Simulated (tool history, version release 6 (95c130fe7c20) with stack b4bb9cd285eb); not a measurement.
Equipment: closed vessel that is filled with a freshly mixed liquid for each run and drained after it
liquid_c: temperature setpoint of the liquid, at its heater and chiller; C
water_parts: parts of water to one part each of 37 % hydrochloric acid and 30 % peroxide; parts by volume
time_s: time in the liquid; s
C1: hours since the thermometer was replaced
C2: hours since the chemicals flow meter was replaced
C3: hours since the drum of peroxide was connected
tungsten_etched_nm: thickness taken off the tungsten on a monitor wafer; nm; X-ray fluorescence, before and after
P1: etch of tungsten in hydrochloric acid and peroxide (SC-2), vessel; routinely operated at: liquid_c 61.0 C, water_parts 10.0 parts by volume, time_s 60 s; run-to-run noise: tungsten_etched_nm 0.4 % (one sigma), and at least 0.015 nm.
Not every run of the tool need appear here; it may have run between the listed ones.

{"run": 1, "day": 0.462, "liquid_c": 61.0, "water_parts": 10.0, "time_s": 60, "C1": 495.4, "C2": 258.5, "C3": 460.7, "tungsten_etched_nm": 20.201}
{"run": 2, "day": 0.971, "liquid_c": 61.0, "water_parts": 10.0, "time_s": 30, "C1": 507.6, "C2": 270.7, "C3": 472.9, "tungsten_etched_nm": 10.081}
{"run": 3, "day": 1.346, "liquid_c": 72.0, "water_parts": 4.0, "time_s": 60, "C1": 516.6, "C2": 279.7, "C3": 481.9, "tungsten_etched_nm": 77.88}
{"run": 4, "day": 1.792, "liquid_c": 61.0, "water_parts": 4.0, "time_s": 60, "C1": 527.3, "C2": 290.4, "C3": 492.6, "tungsten_etched_nm": 40.272}
{"run": 5, "day": 2.375, "liquid_c": 61.0, "water_parts": 10.0, "time_s": 60, "C1": 541.3, "C2": 304.4, "C3": 506.6, "tungsten_etched_nm": 20.102}
{"run": 6, "day": 3.071, "liquid_c": 71.0, "water_parts": 10.0, "time_s": 60, "C1": 558.0, "C2": 321.1, "C3": 523.3, "tungsten_etched_nm": 37.021}
{"run": 7, "day": 3.725, "liquid_c": 48.0, "water_parts": 10.0, "time_s": 60, "C1": 573.7, "C2": 336.8, "C3": 539.0, "tungsten_etched_nm": 8.6639}
{"run": 8, "day": 4.383, "liquid_c": 61.0, "water_parts": 10.0, "time_s": 60, "C1": 589.5, "C2": 352.6, "C3": 554.8, "tungsten_etched_nm": 20.163}
{"run": 9, "day": 4.742, "liquid_c": 61.0, "water_parts": 10.0, "time_s": 60, "C1": 598.1, "C2": 361.2, "C3": 563.4, "tungsten_etched_nm": 20.102}
{"run": 10, "day": 5.296, "liquid_c": 61.0, "water_parts": 10.0, "time_s": 60, "C1": 611.4, "C2": 374.5, "C3": 576.7, "tungsten_etched_nm": 20.114}
{"run": 11, "day": 6.033, "liquid_c": 46.5, "water_parts": 14.0, "time_s": 60, "C1": 629.1, "C2": 392.2, "C3": 594.4, "tungsten_etched_nm": 5.8853}
{"run": 12, "day": 6.608, "liquid_c": 61.0, "water_parts": 10.0, "time_s": 115, "C1": 642.9, "C2": 406.0, "C3": 608.2, "tungsten_etched_nm": 38.399}
{"run": 13, "day": 7.162, "liquid_c": 61.0, "water_parts": 10.0, "time_s": 60, "C1": 656.2, "C2": 419.3, "C3": 621.5, "tungsten_etched_nm": 20.272}
{"run": 14, "day": 7.929, "liquid_c": 61.0, "water_parts": 18.5, "time_s": 60, "C1": 674.6, "C2": 437.7, "C3": 639.9, "tungsten_etched_nm": 11.835}
{"run": 15, "day": 8.417, "liquid_c": 61.0, "water_parts": 15.5, "time_s": 30, "C1": 686.3, "C2": 449.4, "C3": 651.6, "tungsten_etched_nm": 6.9017}
{"run": 16, "day": 9.188, "liquid_c": 61.0, "water_parts": 10.0, "time_s": 60, "C1": 704.8, "C2": 467.9, "C3": 670.1, "tungsten_etched_nm": 20.121}
{"run": 17, "day": 9.862, "liquid_c": 61.0, "water_parts": 10.0, "time_s": 60, "C1": 721.0, "C2": 484.1, "C3": 686.3, "tungsten_etched_nm": 19.334}
{"run": 18, "day": 10.229, "liquid_c": 61.0, "water_parts": 10.0, "time_s": 60, "C1": 729.8, "C2": 492.9, "C3": 695.1, "tungsten_etched_nm": 19.184}
{"run": 19, "day": 10.838, "liquid_c": 61.0, "water_parts": 10.0, "time_s": 60, "C1": 744.4, "C2": 507.5, "C3": 709.7, "tungsten_etched_nm": 18.872}
{"run": 20, "day": 11.404, "liquid_c": 61.0, "water_parts": 10.0, "time_s": 60, "C1": 758.0, "C2": 521.1, "C3": 723.3, "tungsten_etched_nm": 18.636}
{"run": 21, "day": 12.079, "liquid_c": 61.0, "water_parts": 10.0, "time_s": 60, "C1": 774.2, "C2": 537.3, "C3": 739.5, "tungsten_etched_nm": 18.397}
{"run": 22, "day": 12.425, "liquid_c": 61.0, "water_parts": 10.0, "time_s": 60, "C1": 782.5, "C2": 545.6, "C3": 747.8, "tungsten_etched_nm": 18.417}
{"run": 23, "day": 13.188, "liquid_c": 61.0, "water_parts": 10.0, "time_s": 60, "C1": 800.8, "C2": 563.9, "C3": 766.1, "tungsten_etched_nm": 18.356}
{"day": 13.438, "done": "new drum of peroxide connected"}
{"run": 24, "day": 13.829, "liquid_c": 61.0, "water_parts": 10.0, "time_s": 60, "C1": 816.2, "C2": 579.3, "C3": 9.4, "tungsten_etched_nm": 18.211}
{"run": 25, "day": 14.542, "liquid_c": 61.0, "water_parts": 10.0, "time_s": 60, "C1": 833.3, "C2": 596.4, "C3": 26.5, "tungsten_etched_nm": 18.281}
{"run": 26, "day": 15.171, "liquid_c": 61.0, "water_parts": 10.0, "time_s": 60, "C1": 848.4, "C2": 611.5, "C3": 41.6, "tungsten_etched_nm": 18.245}

What P1 gives has crept off from where it sat before. The 2 causes that follow fit the log equally well, each at the size noted:
A: chemicals flow below the setpoint (%) = 11.1
B: liquid colder than its thermometer reads (K) = 1.58
The gradual shift began around day 9.188.
What rules out each remaining cause:
peroxide weaker than its label (%): maintenance at day 13.438, after the shift began, did not return the process to its former output

4 check runs are offered, each on 2 wafers whose results are averaged, their results left as question marks. Which one tells the causes apart?
{"run": "check 1", "day": 15.8, "liquid_c": 54.0, "water_parts": 18.0, "time_s": 60, "tungsten_etched_nm": "?"}
{"run": "check 2", "day": 15.8, "liquid_c": 61.0, "water_parts": 14.5, "time_s": 90, "tungsten_etched_nm": "?"}
{"run": "check 3", "day": 15.8, "liquid_c": 48.5, "water_parts": 4.0, "time_s": 60, "tungsten_etched_nm": "?"}
{"run": "check 4", "day": 15.8, "liquid_c": 68.0, "water_parts": 10.0, "time_s": 100, "tungsten_etched_nm": "?"}

What each check would give under each cause:
check=check_1 result=tungsten_etched_nm if_A=6.9537 if_B=6.9759
check=check_2 result=tungsten_etched_nm if_A=19.7930 if_B=19.8940
check=check_3 result=tungsten_etched_nm if_A=16.5420 if_B=16.1020
check=check_4 result=tungsten_etched_nm if_A=46.6090 if_B=46.7980
Per-check spread between the two closest causes, in the result where they differ most: check 1 0.32 %; check 2 0.51 %; check 3 2.7 %; check 4 0.41 %
Check 3 is the one run that separates the causes; every other check would come out nearly the same whichever cause is at work.

Here is what check 3 returned: tungsten_etched_nm 16.5470 nm. Which cause is it?

Of the candidate causes, it is A: chemicals flow below the setpoint (%).
